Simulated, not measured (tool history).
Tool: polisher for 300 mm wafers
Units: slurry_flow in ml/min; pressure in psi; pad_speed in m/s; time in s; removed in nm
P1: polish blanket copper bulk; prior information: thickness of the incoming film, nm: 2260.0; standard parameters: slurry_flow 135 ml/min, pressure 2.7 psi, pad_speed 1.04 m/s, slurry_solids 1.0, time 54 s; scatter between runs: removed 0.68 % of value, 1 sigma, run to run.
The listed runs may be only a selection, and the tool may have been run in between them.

run	hour	slurry_flow	pressure	pad_speed	slurry_solids	time	wafers polished on this pad	hours since the slurry nozzle was cleaned	hours since the head pressure was calibrated	hours since the slurry blender was calibrated	removed
1	12.9	135	2.7	1.04	1.0	54	337	225.3	854.4	218.3	469.13
2	27.2	135	2.7	0.48	1.0	54	434	239.6	868.7	232.6	217.13
3	41.9	135	2.7	1.60	1.0	54	534	254.3	883.4	247.3	724.70
4	49.8	135	4.2	1.04	1.0	54	587	262.2	891.3	255.2	735.31
5	60.8	135	2.7	1.04	1.0	54	662	273.2	902.3	266.2	467.94
6	73.8	135	2.7	1.04	0.5	54	750	286.2	915.3	279.2	402.57
7	81.1	135	2.7	1.04	1.0	26	799	293.5	922.6	286.5	227.50
8	89.7	95	2.7	1.04	1.0	54	858	302.1	931.2	295.1	432.25
# hour 95.0: head pressure recalibrated
9	100.8	135	2.7	0.50	1.0	27	933	313.2	5.8	306.2	110.81
10	110.2	190	2.7	1.04	1.0	54	997	322.6	15.2	315.6	498.62
11	119.2	135	1.6	1.04	1.0	54	1058	331.6	24.2	324.6	279.32
12	134.7	135	2.7	1.04	1.0	54	1163	347.1	39.7	340.1	465.33
13	147.8	135	2.7	1.04	1.0	54	1252	360.2	52.8	353.2	467.37
14	161.8	100	2.7	0.60	1.0	54	1346	374.2	66.8	367.2	255.03
15	173.2	135	2.7	1.04	1.5	54	1424	385.6	78.2	378.6	510.42
16	185.3	135	2.7	1.04	1.0	81	1506	397.7	90.3	390.7	699.07
17	192.9	135	2.7	1.04	1.0	54	1557	405.3	97.9	398.3	470.48
18	209.2	135	2.7	1.04	1.0	54	1668	421.6	114.2	414.6	450.75
19	217.6	135	2.7	1.04	1.0	54	1725	430.0	122.6	423.0	445.21
20	228.5	135	2.7	1.04	1.0	54	1799	440.9	133.5	433.9	436.83
21	238.3	135	2.7	1.04	1.0	54	1865	450.7	143.3	443.7	430.15
# hour 252.9: worn pad replaced by a new one
22	253.6	135	2.7	1.04	1.0	54	5	466.0	158.6	459.0	427.83
# hour 254.9: slurry blender recalibrated
23	267.7	135	2.7	1.04	1.0	54	100	480.1	172.7	12.9	419.33
24	280.9	135	2.7	1.04	1.0	54	190	493.3	185.9	26.1	423.49
25	290.7	135	2.7	1.04	1.0	54	256	503.1	195.7	35.9	423.47

For run 26, what comes out?
26	301.2	135	2.7	1.04	1.0	54	327	513.6	206.2	46.4	?

Run 26 gave removed 420.01 nm.
